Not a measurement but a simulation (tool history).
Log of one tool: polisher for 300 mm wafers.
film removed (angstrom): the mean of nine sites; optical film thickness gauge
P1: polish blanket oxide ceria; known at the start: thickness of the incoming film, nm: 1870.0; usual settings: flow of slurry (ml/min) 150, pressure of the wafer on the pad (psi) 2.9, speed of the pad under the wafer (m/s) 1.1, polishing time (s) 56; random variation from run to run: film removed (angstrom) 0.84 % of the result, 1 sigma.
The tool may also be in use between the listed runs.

| run | day | flow of slurry (ml/min) | pressure of the wafer on the pad (psi) | speed of the pad under the wafer (m/s) | polishing time (s) | wafers polished on this pad | hours since the slurry nozzle was cleaned | hours since the head pressure was calibrated | film removed (angstrom) |
|---|---|---|---|---|---|---|---|---|---|
| 1 | 0.204 | 150 | 2.9 | 1.1 | 56 | 248 | 123.2 | 668.2 | 2522.9 |
| 2 | 0.333 | 220 | 2.9 | 1.1 | 56 | 290 | 126.3 | 671.3 | 2648.8 |
| 3 | 0.562 | 150 | 2.9 | 1.1 | 56 | 364 | 131.8 | 676.8 | 2514.7 |
| 4 | 0.7 | 150 | 1.3 | 1.1 | 56 | 408 | 135.1 | 680.1 | 1115 |
| 5 | 0.875 | 90 | 4.4 | 1.1 | 56 | 465 | 139.3 | 684.3 | 3346.6 |
| 6 | 0.983 | 90 | 2.9 | 1.1 | 56 | 499 | 141.9 | 686.9 | 2218.2 |
|  | 1.192 | head pressure recalibrated |
| 7 | 1.208 | 150 | 2.9 | 1.1 | 56 | 572 | 147.3 | 0.5 | 2489.1 |
| 8 | 1.379 | 150 | 2.9 | 1.1 | 56 | 627 | 151.4 | 4.6 | 2502.8 |
| 9 | 1.496 | 150 | 2.9 | 1.1 | 31 | 665 | 154.2 | 7.4 | 1391.5 |
| 10 | 1.658 | 150 | 1.5 | 1.1 | 33 | 717 | 158.1 | 11.3 | 749.38 |
| 11 | 1.771 | 150 | 2.9 | 0.82 | 79 | 753 | 160.8 | 14 | 2619.8 |
| 12 | 1.871 | 150 | 2.9 | 0.6 | 56 | 786 | 163.2 | 16.4 | 1375.3 |
| 13 | 2 | 150 | 2.9 | 1.48 | 56 | 827 | 166.3 | 19.5 | 3354.9 |
| 14 | 2.104 | 150 | 2.9 | 1.1 | 76 | 861 | 168.8 | 22 | 3423.2 |
| 15 | 2.262 | 150 | 4.4 | 1.1 | 56 | 912 | 172.6 | 25.8 | 3773.4 |
| 16 | 2.375 | 150 | 2.9 | 1.1 | 56 | 948 | 175.3 | 28.5 | 2481.8 |
| 17 | 2.488 | 150 | 2.9 | 1.1 | 56 | 984 | 178 | 31.2 | 2467.4 |
| 18 | 2.625 | 150 | 2.9 | 1.1 | 56 | 1029 | 181.3 | 34.5 | 2448.3 |
| 19 | 2.783 | 150 | 2.9 | 1.1 | 56 | 1080 | 185.1 | 38.3 | 2386.6 |
| 20 | 2.938 | 150 | 2.9 | 1.1 | 56 | 1129 | 188.8 | 42 | 2364.2 |
|  | 3 | head pressure recalibrated |
| 21 | 3.071 | 150 | 2.9 | 1.1 | 56 | 1172 | 192 | 1.7 | 2335.3 |
| 22 | 3.175 | 150 | 2.9 | 1.1 | 56 | 1206 | 194.5 | 4.2 | 2327.4 |
| 23 | 3.346 | 150 | 2.9 | 1.1 | 56 | 1261 | 198.6 | 8.3 | 2332.1 |
| 24 | 3.446 | 150 | 2.9 | 1.1 | 56 | 1293 | 201 | 10.7 | 2306.7 |
| 25 | 3.65 | 150 | 2.9 | 1.1 | 56 | 1359 | 205.9 | 15.6 | 2322.8 |

What P1 gives has crept away from where it was. These 2 causes fit the log equally well, each at the size given:
A: slurry flow missing at the pad, % = 31.6
B: removal rate lost through wear of the pad, % = 7.6
The creep began at about day 2.488.
Why every other cause is out:
head's pressure below its setpoint, %: serviced at day 3, which brought nothing back

4 check runs are offered, each on 3 wafers whose results are averaged, their results left as question marks. Which one tells the causes apart?
| check 1 | 3.854 | 150 | 1.8 | 1.1 | 56 |  |  |  | ? |
| check 2 | 3.854 | 150 | 2.9 | 0.72 | 40 |  |  |  | ? |
| check 3 | 3.854 | 95 | 1.8 | 1.1 | 56 |  |  |  | ? |
| check 4 | 3.854 | 150 | 4.1 | 1.1 | 31 |  |  |  | ? |

What each check would give under each cause:
| check | result | if A | if B |
|---|---|---|---|
| check 1 | film removed (angstrom) | 1431.9 | 1431.7 |
| check 2 | film removed (angstrom) | 1078.5 | 1078.5 |
| check 3 | film removed (angstrom) | 1248 | 1297.4 |
| check 4 | film removed (angstrom) | 1805.5 | 1805.3 |
How far apart the two closest causes lie, in the result that separates them most: check 1 0.01 %; check 2 0.01 %; check 3 3.88 %; check 4 0.01 %
Check 3 tells the causes apart: in the others they would give nearly the same result.

Then check 3 was run and gave: film removed (angstrom) 1260.2. Which cause is it?

It is A: slurry flow missing at the pad, %.
